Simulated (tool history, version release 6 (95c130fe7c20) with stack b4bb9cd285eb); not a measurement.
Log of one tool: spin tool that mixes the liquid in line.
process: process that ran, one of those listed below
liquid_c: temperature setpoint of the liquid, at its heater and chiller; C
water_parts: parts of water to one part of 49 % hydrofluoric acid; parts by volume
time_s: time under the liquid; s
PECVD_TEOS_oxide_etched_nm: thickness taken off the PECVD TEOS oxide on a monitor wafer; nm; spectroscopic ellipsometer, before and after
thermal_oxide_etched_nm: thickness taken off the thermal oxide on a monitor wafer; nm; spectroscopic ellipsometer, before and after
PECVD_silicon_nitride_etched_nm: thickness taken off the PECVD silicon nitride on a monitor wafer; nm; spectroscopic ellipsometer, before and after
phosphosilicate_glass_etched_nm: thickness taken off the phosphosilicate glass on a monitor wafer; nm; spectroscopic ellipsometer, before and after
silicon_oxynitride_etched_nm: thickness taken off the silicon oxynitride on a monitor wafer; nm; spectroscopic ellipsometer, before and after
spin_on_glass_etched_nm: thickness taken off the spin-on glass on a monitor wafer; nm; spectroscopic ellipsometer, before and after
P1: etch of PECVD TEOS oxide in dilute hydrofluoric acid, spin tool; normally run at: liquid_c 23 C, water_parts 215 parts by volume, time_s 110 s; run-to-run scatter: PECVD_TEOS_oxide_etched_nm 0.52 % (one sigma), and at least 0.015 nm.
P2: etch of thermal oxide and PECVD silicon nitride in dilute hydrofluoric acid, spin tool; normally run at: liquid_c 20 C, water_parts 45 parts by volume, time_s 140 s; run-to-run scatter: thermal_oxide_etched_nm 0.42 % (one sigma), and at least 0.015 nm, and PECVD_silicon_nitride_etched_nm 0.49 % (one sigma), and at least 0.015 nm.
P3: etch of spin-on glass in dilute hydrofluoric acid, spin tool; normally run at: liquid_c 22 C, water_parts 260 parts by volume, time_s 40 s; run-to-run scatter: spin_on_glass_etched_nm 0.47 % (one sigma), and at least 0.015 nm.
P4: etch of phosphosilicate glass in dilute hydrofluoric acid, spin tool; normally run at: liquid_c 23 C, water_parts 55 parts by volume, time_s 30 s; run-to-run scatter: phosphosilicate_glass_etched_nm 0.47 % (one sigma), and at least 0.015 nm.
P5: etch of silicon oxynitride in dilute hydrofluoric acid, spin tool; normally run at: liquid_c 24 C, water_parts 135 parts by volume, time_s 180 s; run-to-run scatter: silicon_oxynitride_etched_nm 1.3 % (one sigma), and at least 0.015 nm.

run   hour  process  liquid_c  water_parts  time_s  PECVD_TEOS_oxide_etched_nm  thermal_oxide_etched_nm  PECVD_silicon_nitride_etched_nm  phosphosilicate_glass_etched_nm  silicon_oxynitride_etched_nm  spin_on_glass_etched_nm
  1   17.9       P1        23          215     110                      4.2462
  2   33.4       P1        23          215     110                      4.2345
  3   41.4       P1        27          215     110                      4.9596
  4   50.1       P1        19          215     110                       3.673
  5     67       P2        20           65     140                                               9.8694                           8.9948
  6   77.5       P1        23          215      40                      1.5586
  7   93.4       P2        20           45     140                                               14.506                           12.919
  8  102.9       P2        20           45     260                                               26.916                             23.9
  9  117.6       P4        23           55      30                                                                                                                 110.18
 10  127.3       P4      31.5           55      30                                                                                                                 155.89
 11  142.1       P5        24          135     355                                                                                                                                               3.7704
 12  157.9       P3        22          260      40                                                                                                                                                                        4.4097
 13  166.8       P5        24          135     180                                                                                                                                               1.8944
 14  178.2       P1        23          215     190                       7.419
 15  188.4       P1        23          215     110                      4.2969
 16  204.3       P1        23           75     110                      14.585
 17  218.4       P1        27          340     110                       2.783
 18  227.2       P3        22          450      40                                                                                                                                                                        2.1305
 19  239.4       P4        23           55      55                                                                                                                 202.91
 20  253.6       P2        17           45     140                                               12.798                           10.436
 21  271.5       P1        23          345     110                      2.3642
 22  281.1       P3        22          260      40                                                                                                                                                                         4.356
 23  298.5       P1        17          215      50                      1.5594
 24  307.9       P5        31          135     180                                                                                                                                               2.6027
 25  324.5       P3        18          260      40                                                                                                                                                                        3.7738
 26  334.3       P5        24          205     180                                                                                                                                               1.2154
 27  347.4       P1        23          215     110                      4.2664
 28  357.4       P3        22          260      80                                                                                                                                                                        8.8305
 29  370.8       P4        23          100      30                                                                                                                 57.831
 30  387.5       P4        23           55      30                                                                                                                  109.7
 31  398.7       P1        23          215     110                      4.2924
 32    412       P1        23          215     110                      4.2924
 33  429.3       P1        23          215     110                      4.4681
 34  441.8       P1        23          215     110                      4.4853
 35  457.9       P1        23          215     110                      4.5548
 36  467.3       P1        23          215     110                      4.5682
 37  481.3       P1        23          215     110                      4.5773
 38  493.6       P1        23          215     110                      4.6933
 39  505.8       P1        23          215     110                       4.711
 40  520.3       P1        23          215     110                       4.623
 41  536.4       P1        23          215     110                      4.6498

What P1 gives has crept away from where it was. These 2 causes fit the log equally well, each at the size given:
A: liquid hotter than its thermometer reads (K) = 2.23
B: hydrofluoric acid flow above the setpoint (%) = 6.9
The creep began at about hour 412.

4 check runs are offered, one wafer each, their results left as question marks. Which one tells the causes apart?
check 1  552.5       P4      30.5           95      30                                                                                                                      ?
check 2  552.5       P5      30.5          135     180                                                                                                                                                    ?
check 3  552.5       P3        22          365      80                                                                                                                                                                             ?
check 4  552.5       P2        17           45     230                                                    ?                                ?

What each check would give under each cause:
  check                           result    if A    if B
check 1  phosphosilicate_glass_etched_nm  88.594  87.962
check 2     silicon_oxynitride_etched_nm  2.7978  2.7407
check 3          spin_on_glass_etched_nm  6.1024  6.1774
check 4          thermal_oxide_etched_nm  23.073  22.468
check 4  PECVD_silicon_nitride_etched_nm  20.005  18.227
How far apart the two closest causes lie, in the result that separates them most: check 1 0.72 %; check 2 2.06 %; check 3 1.22 %; check 4 9.31 %
Check 4 tells the causes apart: in the others they would give nearly the same result.

Then check 4 was run and gave: thermal_oxide_etched_nm 22.984 nm; PECVD_silicon_nitride_etched_nm 20.023 nm. Which cause is it?

It is A: liquid hotter than its thermometer reads (K).
